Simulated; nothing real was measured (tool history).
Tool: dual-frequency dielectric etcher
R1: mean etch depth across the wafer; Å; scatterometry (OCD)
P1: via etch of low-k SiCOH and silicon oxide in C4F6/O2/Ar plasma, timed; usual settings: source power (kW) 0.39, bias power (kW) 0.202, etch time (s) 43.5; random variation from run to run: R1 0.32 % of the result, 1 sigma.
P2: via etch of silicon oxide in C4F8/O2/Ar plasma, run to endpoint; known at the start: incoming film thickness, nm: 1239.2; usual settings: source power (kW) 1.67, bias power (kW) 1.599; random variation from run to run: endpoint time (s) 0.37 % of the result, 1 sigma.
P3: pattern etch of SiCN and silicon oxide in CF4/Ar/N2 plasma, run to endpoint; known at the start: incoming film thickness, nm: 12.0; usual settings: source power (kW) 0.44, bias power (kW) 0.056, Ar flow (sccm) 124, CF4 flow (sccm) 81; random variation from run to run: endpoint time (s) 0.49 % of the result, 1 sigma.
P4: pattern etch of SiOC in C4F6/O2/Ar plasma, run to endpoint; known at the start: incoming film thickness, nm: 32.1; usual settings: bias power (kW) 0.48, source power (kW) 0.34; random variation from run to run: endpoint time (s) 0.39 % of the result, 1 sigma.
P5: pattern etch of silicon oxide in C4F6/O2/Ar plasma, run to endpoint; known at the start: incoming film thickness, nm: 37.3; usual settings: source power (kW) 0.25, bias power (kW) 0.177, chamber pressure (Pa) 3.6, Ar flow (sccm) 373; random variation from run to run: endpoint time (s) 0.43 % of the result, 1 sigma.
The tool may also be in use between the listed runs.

run 1 hour=4.6 | process_that_ran=P1 source_power_(kW)=0.39 bias_power_(kW)=0.202 etch_time_(s)=43.5 | R1=1166.8
run 2 hour=7.6 | process_that_ran=P3 source_power_(kW)=0.44 bias_power_(kW)=0.056 Ar_flow_(sccm)=124 CF4_flow_(sccm)=50 | endpoint_time_(s)=16.792
run 3 hour=12.2 | process_that_ran=P5 source_power_(kW)=0.15 bias_power_(kW)=0.177 Ar_flow_(sccm)=373 chamber_pressure_(Pa)=3.6 | endpoint_time_(s)=17.837
run 4 hour=14.8 | process_that_ran=P1 source_power_(kW)=0.39 bias_power_(kW)=0.202 etch_time_(s)=31 | R1=832.53
run 5 hour=18.4 | process_that_ran=P3 source_power_(kW)=0.44 bias_power_(kW)=0.039 Ar_flow_(sccm)=124 CF4_flow_(sccm)=81 | endpoint_time_(s)=17.376
run 6 hour=21.1 | process_that_ran=P1 source_power_(kW)=0.39 bias_power_(kW)=0.257 etch_time_(s)=63.5 | R1=1848.9
run 7 hour=23.9 | process_that_ran=P1 source_power_(kW)=0.39 bias_power_(kW)=0.202 etch_time_(s)=43.5 | R1=1169.3
run 8 hour=27.3 | process_that_ran=P5 source_power_(kW)=0.25 bias_power_(kW)=0.12 Ar_flow_(sccm)=373 chamber_pressure_(Pa)=3.6 | endpoint_time_(s)=16.453
run 9 hour=29.5 | process_that_ran=P1 source_power_(kW)=0.23 bias_power_(kW)=0.202 etch_time_(s)=43.5 | R1=954.22
run 10 hour=31.7 | process_that_ran=P2 source_power_(kW)=2.29 bias_power_(kW)=1.599 | endpoint_time_(s)=253.39
run 11 hour=35.9 | process_that_ran=P5 source_power_(kW)=0.25 bias_power_(kW)=0.177 Ar_flow_(sccm)=373 chamber_pressure_(Pa)=3.6 | endpoint_time_(s)=14.561
run 12 hour=38.9 | process_that_ran=P5 source_power_(kW)=0.25 bias_power_(kW)=0.177 Ar_flow_(sccm)=373 chamber_pressure_(Pa)=3.6 | endpoint_time_(s)=14.652
run 13 hour=41.9 | process_that_ran=P4 source_power_(kW)=0.43 bias_power_(kW)=0.48 | endpoint_time_(s)=10.877
run 14 hour=45.3 | process_that_ran=P5 source_power_(kW)=0.25 bias_power_(kW)=0.177 Ar_flow_(sccm)=288 chamber_pressure_(Pa)=3.6 | endpoint_time_(s)=14.12
run 15 hour=48.6 | process_that_ran=P4 source_power_(kW)=0.34 bias_power_(kW)=0.48 | endpoint_time_(s)=11.846
run 16 hour=52.6 | process_that_ran=P3 source_power_(kW)=0.56 bias_power_(kW)=0.056 Ar_flow_(sccm)=124 CF4_flow_(sccm)=81 | endpoint_time_(s)=12.489
run 17 hour=54.7 | process_that_ran=P1 source_power_(kW)=0.39 bias_power_(kW)=0.202 etch_time_(s)=65 | R1=1743.4
run 18 hour=56.8 | process_that_ran=P2 source_power_(kW)=1.67 bias_power_(kW)=1.599 | endpoint_time_(s)=289.17
run 19 hour=60.3 | process_that_ran=P5 source_power_(kW)=0.25 bias_power_(kW)=0.177 Ar_flow_(sccm)=373 chamber_pressure_(Pa)=4.7 | endpoint_time_(s)=14.998
run 20 hour=62.9 | process_that_ran=P3 source_power_(kW)=0.44 bias_power_(kW)=0.056 Ar_flow_(sccm)=124 CF4_flow_(sccm)=81 | endpoint_time_(s)=15.533
run 21 hour=66.6 | process_that_ran=P1 source_power_(kW)=0.52 bias_power_(kW)=0.202 etch_time_(s)=43.5 | R1=1300.1
run 22 hour=69.9 | process_that_ran=P1 source_power_(kW)=0.49 bias_power_(kW)=0.264 etch_time_(s)=43.5 | R1=1393.1
run 23 hour=74.5 | process_that_ran=P1 source_power_(kW)=0.39 bias_power_(kW)=0.158 etch_time_(s)=43.5 | R1=1084.2
run 24 hour=78 | process_that_ran=P2 source_power_(kW)=1.67 bias_power_(kW)=2.25 | endpoint_time_(s)=261.58
run 25 hour=82.6 | process_that_ran=P1 source_power_(kW)=0.39 bias_power_(kW)=0.244 etch_time_(s)=43.5 | R1=1247.4
run 26 hour=86.3 | process_that_ran=P1 source_power_(kW)=0.39 bias_power_(kW)=0.202 etch_time_(s)=43.5 | R1=1164.1
run 27 hour=90.7 | process_that_ran=P3 source_power_(kW)=0.44 bias_power_(kW)=0.056 Ar_flow_(sccm)=157 CF4_flow_(sccm)=81 | endpoint_time_(s)=16.02
run 28 hour=94.8 | process_that_ran=P4 source_power_(kW)=0.34 bias_power_(kW)=0.289 | endpoint_time_(s)=14.18
run 29 hour=97.7 | process_that_ran=P1 source_power_(kW)=0.39 bias_power_(kW)=0.202 etch_time_(s)=43.5 | R1=1163.3
run 30 hour=101.9 | process_that_ran=P1 source_power_(kW)=0.39 bias_power_(kW)=0.202 etch_time_(s)=43.5 | R1=1159.3
run 31 hour=106.4 | process_that_ran=P1 source_power_(kW)=0.39 bias_power_(kW)=0.202 etch_time_(s)=43.5 | R1=1155.7
run 32 hour=109.5 | process_that_ran=P1 source_power_(kW)=0.39 bias_power_(kW)=0.202 etch_time_(s)=43.5 | R1=1157.6
run 33 hour=111.9 | process_that_ran=P1 source_power_(kW)=0.39 bias_power_(kW)=0.202 etch_time_(s)=43.5 | R1=1153.7
run 34 hour=115.5 | process_that_ran=P1 source_power_(kW)=0.39 bias_power_(kW)=0.202 etch_time_(s)=43.5 | R1=1153.3
-- hour=118 wet clean of the chamber
run 35 hour=119.5 | process_that_ran=P1 source_power_(kW)=0.39 bias_power_(kW)=0.202 etch_time_(s)=43.5 | R1=1150.5
run 36 hour=122.7 | process_that_ran=P1 source_power_(kW)=0.39 bias_power_(kW)=0.202 etch_time_(s)=43.5 | R1=1149.4
run 37 hour=127 | process_that_ran=P1 source_power_(kW)=0.39 bias_power_(kW)=0.202 etch_time_(s)=43.5 | R1=1149.9

What P1 gives has crept away from where it was. These 2 causes fit the log equally well, each at the size given:
A: bias power that arrives under what is set, % = 4.81
B: source power that arrives under what is set, % = 4.03
The creep began at about hour 101.9.
Why every other cause is out:
chamber walls in a state that lowers the etch rate, %: serviced at hour 118, which brought nothing back

4 check runs are offered, each on 3 wafers whose results are averaged, their results left as question marks. Which one tells the causes apart?
run check 1 hour=131.3 | process_that_ran=P2 source_power_(kW)=2.09 bias_power_(kW)=2.198 | endpoint_time_(s)=?
run check 2 hour=131.3 | process_that_ran=P5 source_power_(kW)=0.16 bias_power_(kW)=0.129 Ar_flow_(sccm)=373 chamber_pressure_(Pa)=3.6 | endpoint_time_(s)=?
run check 3 hour=131.3 | process_that_ran=P3 source_power_(kW)=0.44 bias_power_(kW)=0.039 Ar_flow_(sccm)=124 CF4_flow_(sccm)=57 | endpoint_time_(s)=?
run check 4 hour=131.3 | process_that_ran=P4 source_power_(kW)=0.42 bias_power_(kW)=0.29 | endpoint_time_(s)=?

What each check would give under each cause:
check=check_1 result=endpoint_time_(s) if_A=244.49 if_B=245
check=check_2 result=endpoint_time_(s) if_A=19.44 if_B=19.451
check=check_3 result=endpoint_time_(s) if_A=18.792 if_B=19.196
check=check_4 result=endpoint_time_(s) if_A=13.352 if_B=13.337
How far apart the two closest causes lie, in the result that separates them most: check 1 0.21 %; check 2 0.06 %; check 3 2.12 %; check 4 0.11 %
Check 3 tells the causes apart: in the others they would give nearly the same result.

Then check 3 was run and gave: endpoint time (s) 19.169. Which cause is it?

It is B: source power that arrives under what is set, %.
